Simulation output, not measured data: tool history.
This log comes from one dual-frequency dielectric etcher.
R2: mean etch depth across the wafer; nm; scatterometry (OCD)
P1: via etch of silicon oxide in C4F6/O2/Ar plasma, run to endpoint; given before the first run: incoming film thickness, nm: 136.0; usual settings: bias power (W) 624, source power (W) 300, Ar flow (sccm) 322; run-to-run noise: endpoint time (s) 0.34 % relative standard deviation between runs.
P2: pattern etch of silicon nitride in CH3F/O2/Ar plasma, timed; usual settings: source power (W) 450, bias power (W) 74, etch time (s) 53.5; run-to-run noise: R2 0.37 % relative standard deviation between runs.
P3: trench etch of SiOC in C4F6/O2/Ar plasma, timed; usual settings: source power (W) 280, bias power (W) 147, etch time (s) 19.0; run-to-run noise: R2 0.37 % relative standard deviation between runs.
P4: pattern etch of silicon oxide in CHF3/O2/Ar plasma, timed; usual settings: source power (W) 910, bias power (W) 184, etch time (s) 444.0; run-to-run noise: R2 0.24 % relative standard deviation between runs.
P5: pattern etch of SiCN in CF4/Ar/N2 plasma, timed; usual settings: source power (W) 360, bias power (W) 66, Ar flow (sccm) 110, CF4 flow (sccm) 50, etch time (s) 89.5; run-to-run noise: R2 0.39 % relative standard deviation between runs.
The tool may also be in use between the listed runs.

Run 1, day 0.308: process that ran P1, bias power (W) 624, source power (W) 300, Ar flow (sccm) 322. Result: endpoint time (s) 31.341.
Run 2, day 0.633: process that ran P1, bias power (W) 738, source power (W) 300, Ar flow (sccm) 322. Result: endpoint time (s) 29.312.
Run 3, day 0.858: process that ran P1, bias power (W) 786, source power (W) 300, Ar flow (sccm) 412. Result: endpoint time (s) 29.471.
Run 4, day 1.212: process that ran P1, bias power (W) 624, source power (W) 300, Ar flow (sccm) 322. Result: endpoint time (s) 31.293.
Run 5, day 1.417: process that ran P2, bias power (W) 52, source power (W) 450, etch time (s) 53.5. Result: R2 34.803 nm.
Run 6, day 1.625: process that ran P1, bias power (W) 624, source power (W) 300, Ar flow (sccm) 322. Result: endpoint time (s) 31.451.
Run 7, day 1.929: process that ran P5, bias power (W) 66, source power (W) 360, Ar flow (sccm) 147, etch time (s) 89.5, CF4 flow (sccm) 50. Result: R2 55.676 nm.
Run 8, day 2.129: process that ran P5, bias power (W) 66, source power (W) 280, Ar flow (sccm) 110, etch time (s) 89.5, CF4 flow (sccm) 50. Result: R2 46.912 nm.
Run 9, day 2.308: process that ran P4, bias power (W) 184, source power (W) 910, etch time (s) 295.0. Result: R2 684.840 nm.
Run 10, day 2.479: process that ran P4, bias power (W) 184, source power (W) 910, etch time (s) 444.0. Result: R2 1027.700 nm.
Run 11, day 2.667: process that ran P5, bias power (W) 66, source power (W) 360, Ar flow (sccm) 110, etch time (s) 63.5, CF4 flow (sccm) 50. Result: R2 41.152 nm.
Run 12, day 2.983: process that ran P1, bias power (W) 407, source power (W) 300, Ar flow (sccm) 322. Result: endpoint time (s) 36.957.
Run 13, day 3.258: process that ran P1, bias power (W) 624, source power (W) 300, Ar flow (sccm) 388. Result: endpoint time (s) 32.053.
Run 14, day 3.504: process that ran P3, bias power (W) 147, source power (W) 280, etch time (s) 25.5. Result: R2 43.737 nm.
Run 15, day 3.854: process that ran P4, bias power (W) 184, source power (W) 910, etch time (s) 444.0. Result: R2 1022.000 nm.
Run 16, day 4.058: process that ran P3, bias power (W) 147, source power (W) 390, etch time (s) 19.0. Result: R2 37.723 nm.
Run 17, day 4.275: process that ran P1, bias power (W) 624, source power (W) 300, Ar flow (sccm) 322. Result: endpoint time (s) 31.487.
Run 18, day 4.658: process that ran P2, bias power (W) 74, source power (W) 540, etch time (s) 53.5. Result: R2 42.098 nm.
Run 19, day 4.962: process that ran P1, bias power (W) 624, source power (W) 210, Ar flow (sccm) 322. Result: endpoint time (s) 35.681.
Run 20, day 5.342: process that ran P5, bias power (W) 66, source power (W) 360, Ar flow (sccm) 110, etch time (s) 89.5, CF4 flow (sccm) 71. Result: R2 61.770 nm.
Run 21, day 5.617: process that ran P2, bias power (W) 74, source power (W) 450, etch time (s) 53.5. Result: R2 39.063 nm.
Run 22, day 5.888: process that ran P2, bias power (W) 74, source power (W) 450, etch time (s) 29.5. Result: R2 21.721 nm.
Run 23, day 6.062: process that ran P1, bias power (W) 624, source power (W) 300, Ar flow (sccm) 322. Result: endpoint time (s) 31.318.
Run 24, day 6.408: process that ran P5, bias power (W) 90, source power (W) 360, Ar flow (sccm) 110, etch time (s) 89.5, CF4 flow (sccm) 50. Result: R2 65.531 nm.
Run 25, day 6.725: process that ran P4, bias power (W) 184, source power (W) 1190, etch time (s) 444.0. Result: R2 1144.200 nm.
Run 26, day 6.938: process that ran P4, bias power (W) 150, source power (W) 910, etch time (s) 444.0. Result: R2 965.380 nm.
Run 27, day 7.312: process that ran P1, bias power (W) 624, source power (W) 300, Ar flow (sccm) 230. Result: endpoint time (s) 30.262.
Run 28, day 7.521: process that ran P3, bias power (W) 147, source power (W) 280, etch time (s) 19.0. Result: R2 32.831 nm.
Run 29, day 7.696: process that ran P1, bias power (W) 476, source power (W) 300, Ar flow (sccm) 376. Result: endpoint time (s) 35.419.
Run 30, day 7.954: process that ran P3, bias power (W) 90, source power (W) 280, etch time (s) 19.0. Result: R2 28.492 nm.
Run 31, day 8.121: process that ran P1, bias power (W) 624, source power (W) 400, Ar flow (sccm) 322. Result: endpoint time (s) 28.143.
Run 32, day 8.350: process that ran P5, bias power (W) 66, source power (W) 360, Ar flow (sccm) 110, etch time (s) 89.5, CF4 flow (sccm) 50. Result: R2 58.239 nm.
Run 33, day 8.567: process that ran P1, bias power (W) 505, source power (W) 180, Ar flow (sccm) 322. Result: endpoint time (s) 41.216.
Run 34, day 8.900: process that ran P1, bias power (W) 624, source power (W) 300, Ar flow (sccm) 322. Result: endpoint time (s) 31.446.
Run 35, day 9.154: process that ran P1, bias power (W) 624, source power (W) 300, Ar flow (sccm) 322. Result: endpoint time (s) 31.601.
Run 36, day 9.342: process that ran P1, bias power (W) 624, source power (W) 300, Ar flow (sccm) 322. Result: endpoint time (s) 31.549.
Run 37, day 9.533: process that ran P1, bias power (W) 624, source power (W) 300, Ar flow (sccm) 322. Result: endpoint time (s) 31.744.
Run 38, day 9.912: process that ran P1, bias power (W) 624, source power (W) 300, Ar flow (sccm) 322. Result: endpoint time (s) 31.629.
At day 10.033: wet clean of the chamber.
At day 10.200: Ar flow controller replaced.
Run 39, day 10.242: process that ran P1, bias power (W) 624, source power (W) 300, Ar flow (sccm) 322. Result: endpoint time (s) 31.843.
Run 40, day 10.550: process that ran P1, bias power (W) 624, source power (W) 300, Ar flow (sccm) 322. Result: endpoint time (s) 31.936.
Run 41, day 10.817: process that ran P1, bias power (W) 624, source power (W) 300, Ar flow (sccm) 322. Result: endpoint time (s) 31.818.
Run 42, day 11.038: process that ran P1, bias power (W) 624, source power (W) 300, Ar flow (sccm) 322. Result: endpoint time (s) 31.963.
Run 43, day 11.350: process that ran P1, bias power (W) 624, source power (W) 300, Ar flow (sccm) 322. Result: endpoint time (s) 31.926.
Run 44, day 11.725: process that ran P1, bias power (W) 624, source power (W) 300, Ar flow (sccm) 322. Result: endpoint time (s) 31.883.
Run 45, day 11.904: process that ran P1, bias power (W) 624, source power (W) 300, Ar flow (sccm) 322. Result: endpoint time (s) 32.064.

P1 has crept away from where it was. The log is fitted equally well by each of these 2 causes, at the sizes shown:
A: bias power that arrives under what is set, % = 4.22
B: source power that arrives under what is set, % = 4.51
At approximately day 8.900, the process output began to creep.
Each remaining cause and why it is not a fit:
chamber walls in a state that lowers the etch rate, %: was serviced at day 10.033, once the creep was under way, yet the earlier output never came back
Ar flow that arrives over what is set, %: was serviced at day 10.200, once the creep was under way, yet the earlier output never came back

Of the 4 check runs below, each run on 2 wafers with the results averaged and each result still a question mark, which one would tell the listed causes apart?
Run check 1, day 12.083: process that ran P3, bias power (W) 147, source power (W) 280, etch time (s) 19.0. Result: R2 ?.
Run check 2, day 12.083: process that ran P2, bias power (W) 74, source power (W) 450, etch time (s) 53.5. Result: R2 ?.
Run check 3, day 12.083: process that ran P5, bias power (W) 66, source power (W) 360, Ar flow (sccm) 110, etch time (s) 89.5, CF4 flow (sccm) 50. Result: R2 ?.
Run check 4, day 12.083: process that ran P4, bias power (W) 184, source power (W) 910, etch time (s) 444.0. Result: R2 ?.

Predicted outcomes, by check and by cause:
  check  result      if A      if B
check 1      R2    32.443    32.291
check 2      R2    38.633    38.523
check 3      R2    57.540    56.162
check 4      R2  1015.000  1011.300
Smallest distance between any two causes, each pair judged by its most separating result, in per cent: check 1 0.47 %; check 2 0.29 %; check 3 2.42 %; check 4 0.37 %
The causes can be told apart only by check 3. The other checks would give nearly the same results under each of them.

Check 3 was carried out, with these results: R2 56.083 nm. Which of the listed causes is responsible?

B is the cause: source power that arrives under what is set, %.

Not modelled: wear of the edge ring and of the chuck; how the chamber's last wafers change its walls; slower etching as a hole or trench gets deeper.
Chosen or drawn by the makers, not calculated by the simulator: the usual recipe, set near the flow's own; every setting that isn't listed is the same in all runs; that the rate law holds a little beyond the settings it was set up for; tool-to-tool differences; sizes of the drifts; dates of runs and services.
